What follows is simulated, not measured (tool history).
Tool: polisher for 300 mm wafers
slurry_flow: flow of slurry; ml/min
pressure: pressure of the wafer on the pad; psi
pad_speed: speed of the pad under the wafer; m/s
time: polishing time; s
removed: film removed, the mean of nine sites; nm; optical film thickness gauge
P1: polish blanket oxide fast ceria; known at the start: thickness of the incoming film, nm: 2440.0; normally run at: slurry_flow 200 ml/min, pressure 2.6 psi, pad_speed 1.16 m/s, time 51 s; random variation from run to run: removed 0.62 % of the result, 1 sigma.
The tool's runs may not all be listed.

| run | hour | slurry_flow | pressure | pad_speed | time | removed |
|---|---|---|---|---|---|---|
| 1 | 4.0 | 200 | 2.6 | 1.16 | 51 | 945.32 |
| 2 | 8.2 | 200 | 2.6 | 0.52 | 51 | 423.12 |
| 3 | 12.0 | 200 | 2.6 | 1.16 | 68 | 1274.80 |
| 4 | 16.0 | 120 | 2.6 | 1.16 | 51 | 874.12 |
| 5 | 19.4 | 305 | 2.6 | 0.78 | 51 | 666.09 |
| 6 | 22.2 | 200 | 2.6 | 1.16 | 51 | 949.19 |
| 7 | 27.5 | 260 | 2.6 | 1.16 | 51 | 987.40 |
| 8 | 31.7 | 200 | 4.1 | 1.16 | 51 | 1516.50 |
| 9 | 34.9 | 200 | 2.6 | 1.78 | 51 | 1434.60 |
| 10 | 38.2 | 200 | 2.6 | 1.16 | 51 | 951.51 |
| 11 | 43.3 | 200 | 2.6 | 1.16 | 51 | 953.43 |
| 12 | 47.9 | 200 | 2.6 | 1.16 | 51 | 946.13 |
| 13 | 51.3 | 200 | 2.6 | 1.16 | 23 | 421.69 |
| 14 | 54.5 | 200 | 2.6 | 1.16 | 51 | 937.23 |
| 15 | 59.3 | 200 | 1.2 | 1.16 | 51 | 436.91 |
| 16 | 64.2 | 285 | 2.6 | 1.16 | 31 | 595.68 |
| 17 | 68.8 | 200 | 2.6 | 1.16 | 51 | 956.70 |

Run 18 comes next. What will it give?
| 18 | 71.5 | 200 | 2.6 | 1.16 | 51 | ? |

Run 18 gave removed 923.09 nm.
